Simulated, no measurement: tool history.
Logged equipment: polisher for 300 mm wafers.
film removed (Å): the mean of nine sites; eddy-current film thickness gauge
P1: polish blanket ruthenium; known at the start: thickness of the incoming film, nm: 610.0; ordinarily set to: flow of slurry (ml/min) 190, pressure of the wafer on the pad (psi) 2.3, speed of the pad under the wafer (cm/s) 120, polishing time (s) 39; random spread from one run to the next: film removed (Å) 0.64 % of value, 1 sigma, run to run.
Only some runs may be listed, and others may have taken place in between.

run	day	flow of slurry (ml/min)	pressure of the wafer on the pad (psi)	speed of the pad under the wafer (cm/s)	polishing time (s)	wafers polished on this pad	hours since the slurry nozzle was cleaned	hours since the head pressure was calibrated	film removed (Å)
1	0.492	190	2.3	120	39	759	171.2	193.8	645.4
2	0.829	190	1	120	39	835	179.3	201.9	278.92
3	1.388	190	2.3	120	39	959	192.7	215.3	644.96
4	1.708	190	2.3	120	39	1031	200.4	223	649.7
5	2.162	190	2.3	54	39	1133	211.3	233.9	290.27
6	2.508	190	3.2	120	39	1210	219.6	242.2	898.97
7	3.121	190	2.3	120	39	1347	234.3	256.9	640.16
8	3.579	115	2.3	120	39	1449	245.3	267.9	590.97
9	4.129	190	2.3	190	39	1572	258.5	281.1	1025.3
10	4.5	190	2.3	120	39	1654	267.4	290	647.56
11	5.046	115	3	120	39	1776	280.5	303.1	778.51
12	5.342	190	2.3	120	18	1842	287.6	310.2	297.6
13	5.767	190	2.3	120	62	1937	297.8	320.4	1014.6
14	6.175	290	2.3	120	39	2028	307.6	330.2	680.22
15	6.554	190	1.2	120	51	2113	316.7	339.3	441.28
16	6.846	190	2.3	120	39	2178	323.7	346.3	645.45
17	7.4	190	2.3	120	39	2302	337	359.6	631.22
18	7.962	190	2.3	120	39	2428	350.5	373.1	622.96
19	8.296	190	2.3	120	39	2502	358.5	381.1	622.42
20	8.754	190	2.3	120	39	2604	369.5	392.1	619.59
# day 8.946: worn pad replaced by a new one
21	9.35	190	2.3	120	39	90	383.8	406.4	610.43
22	9.929	190	2.3	120	39	219	397.7	420.3	611.44
23	10.404	190	2.3	120	39	325	409.1	431.7	605.83
24	10.7	190	2.3	120	39	391	416.2	438.8	603.38
25	11.15	190	2.3	120	39	492	427	449.6	610.56
26	11.712	190	2.3	120	39	617	440.5	463.1	614.97

Something has made what P1 gives creep away from where it was; the 2 causes below, each at its own stated size, fit the log equally well:
A: head's pressure below its setpoint, % = 5.53
B: slurry flow missing at the pad, % = 29.5
The creep began at about day 6.846.
Why every other cause is out:
removal rate lost through wear of the pad, %: serviced after onset, at day 8.946, with no recovery of the prior output

The list below offers 4 check runs, each averaging the results of 2 wafers, and shows each result as a question mark. For which of them would the listed causes give clearly different results?
check 1	12.275	190	1.3	184	39				?
check 2	12.275	115	1.2	120	39				?
check 3	12.275	190	2.3	162	61				?
check 4	12.275	190	1.4	120	19				?

Predicted outcomes, by check and by cause:
check	result	if A	if B
check 1	film removed (Å)	528.22	528.24
check 2	film removed (Å)	291.21	281.88
check 3	film removed (Å)	1286.9	1287
check 4	film removed (Å)	180.74	180.75
Smallest distance between any two causes, each pair judged by its most separating result, in per cent: check 1 0 %; check 2 3.26 %; check 3 0 %; check 4 0 %
Check 2 is the one run that separates the causes; every other check would come out nearly the same whichever cause is at work.

With check 2 done, the readings were: film removed (Å) 290.81. Identify which of the listed causes applies.

Of the candidate causes, it is A: head's pressure below its setpoint, %.
